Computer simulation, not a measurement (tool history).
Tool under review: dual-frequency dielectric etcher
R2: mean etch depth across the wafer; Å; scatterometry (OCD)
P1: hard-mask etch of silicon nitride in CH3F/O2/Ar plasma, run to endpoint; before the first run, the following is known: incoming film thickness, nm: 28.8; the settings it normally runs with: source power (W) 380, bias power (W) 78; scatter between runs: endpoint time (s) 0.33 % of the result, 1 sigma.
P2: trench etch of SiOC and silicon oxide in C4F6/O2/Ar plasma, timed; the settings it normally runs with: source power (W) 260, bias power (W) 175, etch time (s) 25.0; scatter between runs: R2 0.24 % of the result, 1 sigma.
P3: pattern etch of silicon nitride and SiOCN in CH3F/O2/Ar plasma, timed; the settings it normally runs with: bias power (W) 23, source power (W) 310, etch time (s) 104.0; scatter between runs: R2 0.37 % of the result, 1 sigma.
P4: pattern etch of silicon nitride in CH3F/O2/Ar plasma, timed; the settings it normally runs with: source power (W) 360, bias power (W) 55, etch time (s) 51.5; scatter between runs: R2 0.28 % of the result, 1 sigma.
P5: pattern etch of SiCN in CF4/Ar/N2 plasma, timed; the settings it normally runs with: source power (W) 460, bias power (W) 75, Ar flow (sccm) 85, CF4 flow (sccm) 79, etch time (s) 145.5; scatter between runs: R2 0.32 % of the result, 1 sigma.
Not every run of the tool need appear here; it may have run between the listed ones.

Run 1, hour 6.0: process that ran P1, source power (W) 380, bias power (W) 78. Result: endpoint time (s) 41.920.
Run 2, hour 9.1: process that ran P3, source power (W) 310, bias power (W) 23, etch time (s) 104.0. Result: R2 129.48 Å.
Run 3, hour 16.1: process that ran P2, source power (W) 260, bias power (W) 175, etch time (s) 25.0. Result: R2 426.06 Å.
Run 4, hour 19.7: process that ran P1, source power (W) 270, bias power (W) 96. Result: endpoint time (s) 43.744.
Run 5, hour 23.0: process that ran P5, source power (W) 460, bias power (W) 75, etch time (s) 145.5, Ar flow (sccm) 85, CF4 flow (sccm) 79. Result: R2 1389.00 Å.
Run 6, hour 26.0: process that ran P4, source power (W) 360, bias power (W) 55, etch time (s) 51.5. Result: R2 311.65 Å.
Run 7, hour 32.5: process that ran P1, source power (W) 530, bias power (W) 57. Result: endpoint time (s) 40.600.
Run 8, hour 38.8: process that ran P5, source power (W) 460, bias power (W) 75, etch time (s) 145.5, Ar flow (sccm) 85, CF4 flow (sccm) 100. Result: R2 1425.30 Å.
Run 9, hour 44.7: process that ran P2, source power (W) 260, bias power (W) 175, etch time (s) 31.5. Result: R2 538.09 Å.
Run 10, hour 49.4: process that ran P3, source power (W) 310, bias power (W) 23, etch time (s) 104.0. Result: R2 130.37 Å.
Run 11, hour 55.5: process that ran P3, source power (W) 380, bias power (W) 23, etch time (s) 104.0. Result: R2 138.46 Å.
Run 12, hour 59.8: process that ran P4, source power (W) 480, bias power (W) 55, etch time (s) 51.5. Result: R2 350.54 Å.
Run 13, hour 65.9: process that ran P2, source power (W) 170, bias power (W) 175, etch time (s) 25.0. Result: R2 364.40 Å.
Run 14, hour 69.8: process that ran P1, source power (W) 250, bias power (W) 78. Result: endpoint time (s) 48.495.
Run 15, hour 75.4: process that ran P1, source power (W) 470, bias power (W) 78. Result: endpoint time (s) 38.352.
Run 16, hour 79.7: process that ran P1, source power (W) 380, bias power (W) 109. Result: endpoint time (s) 36.967.
Run 17, hour 84.3: process that ran P3, source power (W) 310, bias power (W) 23, etch time (s) 59.0. Result: R2 73.59 Å.
Run 18, hour 90.9: process that ran P3, source power (W) 310, bias power (W) 30, etch time (s) 104.0. Result: R2 146.78 Å.
Run 19, hour 97.7: process that ran P1, source power (W) 380, bias power (W) 78. Result: endpoint time (s) 41.558.
Run 20, hour 103.0: process that ran P4, source power (W) 360, bias power (W) 55, etch time (s) 51.5. Result: R2 312.41 Å.
Run 21, hour 106.3: process that ran P2, source power (W) 260, bias power (W) 136, etch time (s) 25.0. Result: R2 395.06 Å.
Run 22, hour 112.8: process that ran P1, source power (W) 380, bias power (W) 78. Result: endpoint time (s) 41.630.
Run 23, hour 117.3: process that ran P1, source power (W) 380, bias power (W) 78. Result: endpoint time (s) 41.589.
Run 24, hour 121.5: process that ran P5, source power (W) 460, bias power (W) 75, etch time (s) 145.5, Ar flow (sccm) 85, CF4 flow (sccm) 79. Result: R2 1383.00 Å.
Run 25, hour 126.2: process that ran P5, source power (W) 460, bias power (W) 75, etch time (s) 215.0, Ar flow (sccm) 85, CF4 flow (sccm) 79. Result: R2 2041.00 Å.
Run 26, hour 132.5: process that ran P1, source power (W) 380, bias power (W) 54. Result: endpoint time (s) 47.084.
Run 27, hour 136.0: process that ran P1, source power (W) 450, bias power (W) 103. Result: endpoint time (s) 35.288.
Run 28, hour 142.1: process that ran P5, source power (W) 460, bias power (W) 94, etch time (s) 145.5, Ar flow (sccm) 85, CF4 flow (sccm) 79. Result: R2 1491.80 Å.
Run 29, hour 148.9: process that ran P5, source power (W) 350, bias power (W) 75, etch time (s) 145.5, Ar flow (sccm) 85, CF4 flow (sccm) 79. Result: R2 1087.80 Å.
Run 30, hour 155.0: process that ran P1, source power (W) 380, bias power (W) 78. Result: endpoint time (s) 41.628.
Run 31, hour 161.6: process that ran P2, source power (W) 260, bias power (W) 175, etch time (s) 25.0. Result: R2 427.12 Å.
Run 32, hour 165.8: process that ran P4, source power (W) 360, bias power (W) 45, etch time (s) 51.5. Result: R2 292.41 Å.
Run 33, hour 172.3: process that ran P5, source power (W) 460, bias power (W) 75, etch time (s) 145.5, Ar flow (sccm) 105, CF4 flow (sccm) 79. Result: R2 1340.20 Å.
Run 34, hour 178.2: process that ran P4, source power (W) 360, bias power (W) 55, etch time (s) 63.5. Result: R2 386.51 Å.
Run 35, hour 182.1: process that ran P1, source power (W) 380, bias power (W) 78. Result: endpoint time (s) 41.487.
Run 36, hour 187.0: process that ran P1, source power (W) 380, bias power (W) 78. Result: endpoint time (s) 41.487.
Run 37, hour 192.5: process that ran P1, source power (W) 380, bias power (W) 78. Result: endpoint time (s) 42.028.
Run 38, hour 195.8: process that ran P1, source power (W) 380, bias power (W) 78. Result: endpoint time (s) 42.102.
Run 39, hour 200.5: process that ran P1, source power (W) 380, bias power (W) 78. Result: endpoint time (s) 42.285.
At hour 201.2: wet clean of the chamber.
Run 40, hour 204.4: process that ran P1, source power (W) 380, bias power (W) 78. Result: endpoint time (s) 42.183.
Run 41, hour 209.3: process that ran P1, source power (W) 380, bias power (W) 78. Result: endpoint time (s) 42.395.
Run 42, hour 213.6: process that ran P1, source power (W) 380, bias power (W) 78. Result: endpoint time (s) 42.344.

What P1 gives has crept away from where it was. These 2 causes fit the log equally well, each at the size given:
A: bias power that arrives under what is set, % = 4.56
B: source power that arrives under what is set, % = 4.23
At approximately hour 187.0, the process output began to creep.
Why every other cause is out:
chamber walls in a state that lowers the etch rate, %: serviced at hour 201.2, after the drift had started, without restoring the earlier output

Each of the check runs listed below is run on 2 wafers and reports their average, with the results left as question marks. Pick the one under which the possible causes would lead to clearly different results.
Run check 1, hour 217.9: process that ran P3, source power (W) 310, bias power (W) 23, etch time (s) 104.0. Result: R2 ?.
Run check 2, hour 217.9: process that ran P2, source power (W) 260, bias power (W) 175, etch time (s) 25.0. Result: R2 ?.
Run check 3, hour 217.9: process that ran P4, source power (W) 360, bias power (W) 55, etch time (s) 51.5. Result: R2 ?.
Run check 4, hour 217.9: process that ran P5, source power (W) 460, bias power (W) 75, etch time (s) 145.5, Ar flow (sccm) 85, CF4 flow (sccm) 79. Result: R2 ?.

Predicted outcomes, by check and by cause:
  check  result     if A     if B
check 1      R2   127.26   128.07
check 2      R2   420.77   420.09
check 3      R2   307.64   307.15
check 4      R2  1358.50  1328.20
Smallest distance between any two causes, each pair judged by its most separating result, in per cent: check 1 0.64 %; check 2 0.16 %; check 3 0.16 %; check 4 2.26 %
Check 4 distinguishes between the causes, while the remaining checks would return nearly the same result for all of them.

The results of check 4 are: R2 1357.20 Å. Based on these, which of the listed causes is it?

It was cause A: bias power that arrives under what is set, %.

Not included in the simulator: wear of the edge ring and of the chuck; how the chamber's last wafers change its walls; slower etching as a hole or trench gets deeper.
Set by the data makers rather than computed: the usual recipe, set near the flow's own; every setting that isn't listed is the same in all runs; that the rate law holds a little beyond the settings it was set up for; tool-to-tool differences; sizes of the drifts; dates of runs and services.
